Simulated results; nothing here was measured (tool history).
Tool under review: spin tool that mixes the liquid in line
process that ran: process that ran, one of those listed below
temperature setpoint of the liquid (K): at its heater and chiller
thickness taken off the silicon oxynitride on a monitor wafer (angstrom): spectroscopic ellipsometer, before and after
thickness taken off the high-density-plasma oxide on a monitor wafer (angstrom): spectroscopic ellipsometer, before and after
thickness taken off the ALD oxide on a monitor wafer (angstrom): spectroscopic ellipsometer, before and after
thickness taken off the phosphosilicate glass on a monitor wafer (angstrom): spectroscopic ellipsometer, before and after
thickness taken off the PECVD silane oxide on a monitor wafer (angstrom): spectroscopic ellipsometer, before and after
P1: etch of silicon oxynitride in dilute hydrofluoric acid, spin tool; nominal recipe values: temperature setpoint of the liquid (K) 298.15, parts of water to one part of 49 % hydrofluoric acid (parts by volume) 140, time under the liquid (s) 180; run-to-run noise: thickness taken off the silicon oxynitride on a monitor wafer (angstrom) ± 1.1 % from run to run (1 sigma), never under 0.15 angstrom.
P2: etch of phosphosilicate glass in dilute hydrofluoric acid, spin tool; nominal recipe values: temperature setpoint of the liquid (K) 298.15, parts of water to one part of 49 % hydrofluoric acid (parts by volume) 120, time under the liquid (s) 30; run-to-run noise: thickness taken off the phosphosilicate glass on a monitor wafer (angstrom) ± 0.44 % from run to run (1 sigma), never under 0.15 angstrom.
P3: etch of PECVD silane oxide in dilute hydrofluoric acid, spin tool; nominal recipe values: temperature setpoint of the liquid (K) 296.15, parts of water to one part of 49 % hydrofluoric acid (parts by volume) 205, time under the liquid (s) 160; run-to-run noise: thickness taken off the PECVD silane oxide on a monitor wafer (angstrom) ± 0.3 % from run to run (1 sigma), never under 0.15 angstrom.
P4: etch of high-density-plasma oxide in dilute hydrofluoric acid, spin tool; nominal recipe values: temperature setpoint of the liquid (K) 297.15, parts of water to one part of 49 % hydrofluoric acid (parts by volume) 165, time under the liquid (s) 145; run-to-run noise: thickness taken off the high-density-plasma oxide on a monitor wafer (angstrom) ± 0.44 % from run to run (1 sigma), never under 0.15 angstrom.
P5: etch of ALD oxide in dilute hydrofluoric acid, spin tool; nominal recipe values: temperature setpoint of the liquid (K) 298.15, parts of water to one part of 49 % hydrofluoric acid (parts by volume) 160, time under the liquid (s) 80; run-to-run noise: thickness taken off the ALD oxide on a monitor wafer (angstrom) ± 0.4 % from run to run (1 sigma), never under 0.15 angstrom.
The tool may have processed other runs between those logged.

| run | hour | process that ran | temperature setpoint of the liquid (K) | parts of water to one part of 49 % hydrofluoric acid (parts by volume) | time under the liquid (s) | hours since the thermometer was replaced | hours since the hydrofluoric acid flow meter was replaced | thickness taken off the silicon oxynitride on a monitor wafer (angstrom) | thickness taken off the high-density-plasma oxide on a monitor wafer (angstrom) | thickness taken off the ALD oxide on a monitor wafer (angstrom) | thickness taken off the phosphosilicate glass on a monitor wafer (angstrom) | thickness taken off the PECVD silane oxide on a monitor wafer (angstrom) |
|---|---|---|---|---|---|---|---|---|---|---|---|---|
| 1 | 11.2 | P1 | 298.15 | 140 | 180 | 956.8 | 1122.6 | 23.337 |  |  |  |  |
| 2 | 22.4 | P4 | 303.65 | 165 | 145 | 968.0 | 1133.8 |  | 70.851 |  |  |  |
| 3 | 29.2 | P5 | 298.15 | 255 | 80 | 974.8 | 1140.6 |  |  | 52.371 |  |  |
| 4 | 35.6 | P1 | 298.15 | 140 | 180 | 981.2 | 1147.0 | 23.161 |  |  |  |  |
| 5 | 47.9 | P2 | 294.15 | 120 | 30 | 993.5 | 1159.3 |  |  |  | 240.71 |  |
| 6 | 56.4 | P2 | 298.15 | 120 | 30 | 1002.0 | 1167.8 |  |  |  | 281.88 |  |
| 7 | 61.9 | P1 | 303.65 | 140 | 180 | 1007.5 | 1173.3 | 30.060 |  |  |  |  |
| 8 | 72.3 | P5 | 298.15 | 160 | 80 | 1017.9 | 1183.7 |  |  | 92.353 |  |  |
| 9 | 80.8 | P1 | 291.15 | 140 | 275 | 1026.4 | 1192.2 | 25.998 |  |  |  |  |
| 10 | 92.1 | P1 | 298.15 | 140 | 180 | 1037.7 | 1203.5 | 23.531 |  |  |  |  |
| 11 | 103.7 | P3 | 296.15 | 55 | 160 | 1049.3 | 1215.1 |  |  |  |  | 437.780 |
| 12 | 109.4 | P5 | 306.15 | 160 | 80 | 1055.0 | 1220.8 |  |  | 123.290 |  |  |
| 13 | 118.3 | P3 | 290.15 | 205 | 160 | 1063.9 | 1229.7 |  |  |  |  | 78.778 |
| 14 | 127.5 | P3 | 296.15 | 205 | 160 | 1073.1 | 1238.9 |  |  |  |  | 98.767 |
| 15 | 135.8 | P4 | 297.15 | 165 | 145 | 1081.4 | 1247.2 |  | 55.820 |  |  |  |
| 16 | 146.8 | P2 | 298.15 | 35 | 30 | 1092.4 | 1258.2 |  |  |  | 1079.30 |  |
| 17 | 157.2 | P1 | 304.65 | 140 | 335 | 1102.8 | 1268.6 | 57.614 |  |  |  |  |
| 18 | 167.9 | P3 | 296.15 | 205 | 80 | 1113.5 | 1279.3 |  |  |  |  | 49.381 |
| 19 | 173.9 | P1 | 294.65 | 140 | 180 | 1119.5 | 1285.3 | 19.996 |  |  |  |  |
| 20 | 179.4 | P1 | 298.15 | 140 | 180 | 1125.0 | 1290.8 | 23.329 |  |  |  |  |
| 21 | 186.2 | P1 | 298.15 | 140 | 180 | 1131.8 | 1297.6 | 23.119 |  |  |  |  |
| 22 | 194.1 | P5 | 298.15 | 160 | 145 | 1139.7 | 1305.5 |  |  | 167.330 |  |  |
| 23 | 206.1 | P2 | 298.15 | 120 | 15 | 1151.7 | 1317.5 |  |  |  | 139.90 |  |
| 24 | 216.3 | P1 | 298.15 | 225 | 180 | 1161.9 | 1327.7 | 13.548 |  |  |  |  |
| 25 | 228.3 | P1 | 298.15 | 140 | 180 | 1173.9 | 1339.7 | 23.749 |  |  |  |  |
| 26 | 234.5 | P1 | 294.15 | 140 | 100 | 1180.1 | 1345.9 | 10.446 |  |  |  |  |
| 27 | 244.3 | P1 | 298.15 | 140 | 180 | 1189.9 | 1355.7 | 23.569 |  |  |  |  |
| 28 | 254.4 | P1 | 298.15 | 140 | 35 | 1200.0 | 1365.8 | 4.405 |  |  |  |  |
| 29 | 263.6 | P4 | 297.15 | 30 | 145 | 1209.2 | 1375.0 |  | 359.580 |  |  |  |
| 30 | 272.3 | P5 | 298.15 | 160 | 80 | 1217.9 | 1383.7 |  |  | 91.440 |  |  |

Run 31 has not been measured yet. What should we expect?
| 31 | 277.9 | P1 | 298.15 | 140 | 360 | 1223.5 | 1389.3 | ? |  |  |  |  |

Run 31 came out at thickness taken off the silicon oxynitride on a monitor wafer (angstrom) 45.288.

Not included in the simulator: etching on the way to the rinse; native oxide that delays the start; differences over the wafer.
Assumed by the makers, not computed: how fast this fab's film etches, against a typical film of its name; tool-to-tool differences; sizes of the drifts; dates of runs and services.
